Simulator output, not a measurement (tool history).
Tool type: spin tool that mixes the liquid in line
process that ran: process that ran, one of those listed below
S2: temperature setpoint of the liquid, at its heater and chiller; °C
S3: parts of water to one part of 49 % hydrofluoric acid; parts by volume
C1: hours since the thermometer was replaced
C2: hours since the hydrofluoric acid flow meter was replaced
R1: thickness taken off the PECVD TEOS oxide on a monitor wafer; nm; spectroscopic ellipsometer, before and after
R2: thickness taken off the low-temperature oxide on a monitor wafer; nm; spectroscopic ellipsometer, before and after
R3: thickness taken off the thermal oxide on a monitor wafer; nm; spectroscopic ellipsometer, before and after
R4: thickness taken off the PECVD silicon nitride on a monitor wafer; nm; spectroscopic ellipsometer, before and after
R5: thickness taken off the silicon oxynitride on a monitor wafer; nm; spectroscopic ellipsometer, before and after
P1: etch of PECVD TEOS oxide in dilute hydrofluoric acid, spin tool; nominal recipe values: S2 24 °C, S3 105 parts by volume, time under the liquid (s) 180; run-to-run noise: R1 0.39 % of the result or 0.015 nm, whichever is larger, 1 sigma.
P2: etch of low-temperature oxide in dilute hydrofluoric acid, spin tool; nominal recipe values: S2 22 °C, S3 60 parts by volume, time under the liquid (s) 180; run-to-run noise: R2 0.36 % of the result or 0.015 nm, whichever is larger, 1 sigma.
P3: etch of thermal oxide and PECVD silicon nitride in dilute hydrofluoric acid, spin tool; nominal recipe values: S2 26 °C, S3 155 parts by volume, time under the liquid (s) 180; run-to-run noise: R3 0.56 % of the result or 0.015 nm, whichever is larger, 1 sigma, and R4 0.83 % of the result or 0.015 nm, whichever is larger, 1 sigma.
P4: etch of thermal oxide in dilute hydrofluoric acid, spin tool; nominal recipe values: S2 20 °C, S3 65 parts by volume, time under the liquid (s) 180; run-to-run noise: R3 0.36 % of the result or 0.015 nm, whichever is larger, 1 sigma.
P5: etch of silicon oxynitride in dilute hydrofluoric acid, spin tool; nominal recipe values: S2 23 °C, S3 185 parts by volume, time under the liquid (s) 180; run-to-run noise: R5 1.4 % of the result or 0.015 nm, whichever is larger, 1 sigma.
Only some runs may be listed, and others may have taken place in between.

{"run": 1, "hour": 11.4, "process that ran": "P1", "S2": 24, "S3": 105, "time under the liquid (s)": 180, "C1": 2024.3, "C2": 229.2, "R1": 14.854}
{"run": 2, "hour": 26.7, "process that ran": "P2", "S2": 22, "S3": 60, "time under the liquid (s)": 300, "C1": 2039.6, "C2": 244.5, "R2": 53.025}
{"run": 3, "hour": 40.4, "process that ran": "P1", "S2": 24, "S3": 105, "time under the liquid (s)": 60, "C1": 2053.3, "C2": 258.2, "R1": 4.9484}
{"run": 4, "hour": 53.8, "process that ran": "P2", "S2": 22, "S3": 110, "time under the liquid (s)": 180, "C1": 2066.7, "C2": 271.6, "R2": 16.387}
{"run": 5, "hour": 68.2, "process that ran": "P3", "S2": 26, "S3": 90, "time under the liquid (s)": 180, "C1": 2081.1, "C2": 286.0, "R3": 10.902, "R4": 4.3892}
{"run": 6, "hour": 85.1, "process that ran": "P1", "S2": 24, "S3": 105, "time under the liquid (s)": 180, "C1": 2098.0, "C2": 302.9, "R1": 14.813}
{"run": 7, "hour": 95.3, "process that ran": "P5", "S2": 23, "S3": 185, "time under the liquid (s)": 180, "C1": 2108.2, "C2": 313.1, "R5": 1.5922}
{"run": 8, "hour": 109.0, "process that ran": "P5", "S2": 23, "S3": 330, "time under the liquid (s)": 180, "C1": 2121.9, "C2": 326.8, "R5": 0.81376}
{"run": 9, "hour": 124.5, "process that ran": "P1", "S2": 24, "S3": 105, "time under the liquid (s)": 350, "C1": 2137.4, "C2": 342.3, "R1": 28.714}
{"run": 10, "hour": 137.6, "process that ran": "P2", "S2": 29, "S3": 60, "time under the liquid (s)": 180, "C1": 2150.5, "C2": 355.4, "R2": 42.108}
{"run": 11, "hour": 149.4, "process that ran": "P3", "S2": 34, "S3": 155, "time under the liquid (s)": 180, "C1": 2162.3, "C2": 367.2, "R3": 7.7007, "R4": 4.2254}
{"run": 12, "hour": 161.5, "process that ran": "P4", "S2": 27, "S3": 65, "time under the liquid (s)": 180, "C1": 2174.4, "C2": 379.3, "R3": 16.071}
{"run": 13, "hour": 173.0, "process that ran": "P4", "S2": 20, "S3": 65, "time under the liquid (s)": 180, "C1": 2185.9, "C2": 390.8, "R3": 12.107}
{"run": 14, "hour": 182.6, "process that ran": "P2", "S2": 22, "S3": 60, "time under the liquid (s)": 180, "C1": 2195.5, "C2": 400.4, "R2": 31.762}
{"run": 15, "hour": 194.7, "process that ran": "P1", "S2": 24, "S3": 105, "time under the liquid (s)": 180, "C1": 2207.6, "C2": 412.5, "R1": 14.663}
{"run": 16, "hour": 204.5, "process that ran": "P1", "S2": 17, "S3": 105, "time under the liquid (s)": 180, "C1": 2217.4, "C2": 422.3, "R1": 11.146}
{"hour": 206.6, "done": "thermometer replaced"}
{"run": 17, "hour": 220.2, "process that ran": "P5", "S2": 23, "S3": 185, "time under the liquid (s)": 180, "C1": 13.6, "C2": 438.0, "R5": 1.587}
{"run": 18, "hour": 237.9, "process that ran": "P1", "S2": 24, "S3": 105, "time under the liquid (s)": 180, "C1": 31.3, "C2": 455.7, "R1": 14.706}
{"run": 19, "hour": 251.9, "process that ran": "P1", "S2": 31, "S3": 105, "time under the liquid (s)": 75, "C1": 45.3, "C2": 469.7, "R1": 8.0043}
{"run": 20, "hour": 263.4, "process that ran": "P1", "S2": 24, "S3": 105, "time under the liquid (s)": 180, "C1": 56.8, "C2": 481.2, "R1": 14.891}
{"run": 21, "hour": 272.2, "process that ran": "P1", "S2": 24, "S3": 105, "time under the liquid (s)": 180, "C1": 65.6, "C2": 490.0, "R1": 14.708}
{"run": 22, "hour": 286.6, "process that ran": "P5", "S2": 23, "S3": 185, "time under the liquid (s)": 285, "C1": 80.0, "C2": 504.4, "R5": 2.5539}
{"run": 23, "hour": 305.0, "process that ran": "P5", "S2": 17, "S3": 185, "time under the liquid (s)": 180, "C1": 98.4, "C2": 522.8, "R5": 1.187}
{"run": 24, "hour": 321.7, "process that ran": "P1", "S2": 32, "S3": 105, "time under the liquid (s)": 180, "C1": 115.1, "C2": 539.5, "R1": 20.029}
{"run": 25, "hour": 337.7, "process that ran": "P2", "S2": 22, "S3": 60, "time under the liquid (s)": 180, "C1": 131.1, "C2": 555.5, "R2": 31.681}
{"run": 26, "hour": 353.3, "process that ran": "P4", "S2": 20, "S3": 90, "time under the liquid (s)": 180, "C1": 146.7, "C2": 571.1, "R3": 8.5152}
{"run": 27, "hour": 367.4, "process that ran": "P1", "S2": 24, "S3": 60, "time under the liquid (s)": 180, "C1": 160.8, "C2": 585.2, "R1": 27.409}
{"run": 28, "hour": 377.3, "process that ran": "P1", "S2": 19, "S3": 105, "time under the liquid (s)": 285, "C1": 170.7, "C2": 595.1, "R1": 19.059}
{"run": 29, "hour": 390.2, "process that ran": "P3", "S2": 26, "S3": 155, "time under the liquid (s)": 360, "C1": 183.6, "C2": 608.0, "R3": 11.729, "R4": 5.0553}
{"run": 30, "hour": 408.4, "process that ran": "P1", "S2": 24, "S3": 105, "time under the liquid (s)": 180, "C1": 201.8, "C2": 626.2, "R1": 14.734}
{"run": 31, "hour": 426.4, "process that ran": "P4", "S2": 20, "S3": 65, "time under the liquid (s)": 325, "C1": 219.8, "C2": 644.2, "R3": 21.685}
{"run": 32, "hour": 440.1, "process that ran": "P3", "S2": 26, "S3": 155, "time under the liquid (s)": 180, "C1": 233.5, "C2": 657.9, "R3": 5.7998, "R4": 2.5931}
{"run": 33, "hour": 453.7, "process that ran": "P1", "S2": 24, "S3": 150, "time under the liquid (s)": 180, "C1": 247.1, "C2": 671.5, "R1": 9.7202}
{"run": 34, "hour": 471.3, "process that ran": "P1", "S2": 24, "S3": 105, "time under the liquid (s)": 180, "C1": 264.7, "C2": 689.1, "R1": 14.68}
{"run": 35, "hour": 486.8, "process that ran": "P1", "S2": 24, "S3": 105, "time under the liquid (s)": 180, "C1": 280.2, "C2": 704.6, "R1": 14.422}
{"run": 36, "hour": 502.5, "process that ran": "P1", "S2": 24, "S3": 105, "time under the liquid (s)": 180, "C1": 295.9, "C2": 720.3, "R1": 13.912}
{"run": 37, "hour": 514.9, "process that ran": "P1", "S2": 24, "S3": 105, "time under the liquid (s)": 180, "C1": 308.3, "C2": 732.7, "R1": 13.943}
{"run": 38, "hour": 530.7, "process that ran": "P1", "S2": 24, "S3": 105, "time under the liquid (s)": 180, "C1": 324.1, "C2": 748.5, "R1": 13.828}
{"run": 39, "hour": 544.9, "process that ran": "P1", "S2": 24, "S3": 105, "time under the liquid (s)": 180, "C1": 338.3, "C2": 762.7, "R1": 13.686}
{"run": 40, "hour": 557.9, "process that ran": "P1", "S2": 24, "S3": 105, "time under the liquid (s)": 180, "C1": 351.3, "C2": 775.7, "R1": 13.659}
{"run": 41, "hour": 567.5, "process that ran": "P1", "S2": 24, "S3": 105, "time under the liquid (s)": 180, "C1": 360.9, "C2": 785.3, "R1": 13.587}
{"run": 42, "hour": 580.6, "process that ran": "P1", "S2": 24, "S3": 105, "time under the liquid (s)": 180, "C1": 374.0, "C2": 798.4, "R1": 13.563}
{"run": 43, "hour": 589.5, "process that ran": "P1", "S2": 24, "S3": 105, "time under the liquid (s)": 180, "C1": 382.9, "C2": 807.3, "R1": 13.624}
{"run": 44, "hour": 602.4, "process that ran": "P1", "S2": 24, "S3": 105, "time under the liquid (s)": 180, "C1": 395.8, "C2": 820.2, "R1": 13.577}

The log shows P1 creeping away from where it was. Any of the 2 causes listed here, at the size stated for it, fits the log just as well as the others:
A: liquid colder than its thermometer reads (K) = 2.06
B: hydrofluoric acid flow below the setpoint (%) = 6.98
At approximately hour 471.3, the process output began to creep.

The 4 check runs listed below each average the results of 2 wafers, and their outcomes are marked with question marks. Under which run would the listed causes produce clearly different results?
{"run": "check 1", "hour": 615.3, "process that ran": "P5", "S2": 23.0, "S3": 270, "time under the liquid (s)": 250, "R5": "?"}
{"run": "check 2", "hour": 615.3, "process that ran": "P4", "S2": 25.5, "S3": 65, "time under the liquid (s)": 180, "R3": "?"}
{"run": "check 3", "hour": 615.3, "process that ran": "P3", "S2": 34.0, "S3": 155, "time under the liquid (s)": 350, "R3": "?", "R4": "?"}
{"run": "check 4", "hour": 615.3, "process that ran": "P2", "S2": 22.0, "S3": 105, "time under the liquid (s)": 250, "R2": "?"}

What every check run would give for each of its results, assuming each possible cause in turn:
check=check_1 result=R5 if_A=1.31230 if_B=1.31840
check=check_2 result=R3 if_A=13.9220 if_B=13.9850
check=check_3 result=R3 if_A=14.0150 if_B=13.7760
check=check_3 result=R4 if_A=7.1986 if_B=7.5498
check=check_4 result=R2 if_A=21.932 if_B=21.979
How far apart the two closest causes lie, in the result that separates them most: check 1 0.46 %; check 2 0.45 %; check 3 4.76 %; check 4 0.21 %
Only in check 3 would the causes give clearly different results; in the remaining checks their results would be nearly the same.

Here is what check 3 returned: R3 13.9180 nm; R4 7.2412 nm. Which cause is it?

The correct cause is A, namely: liquid colder than its thermometer reads (K).
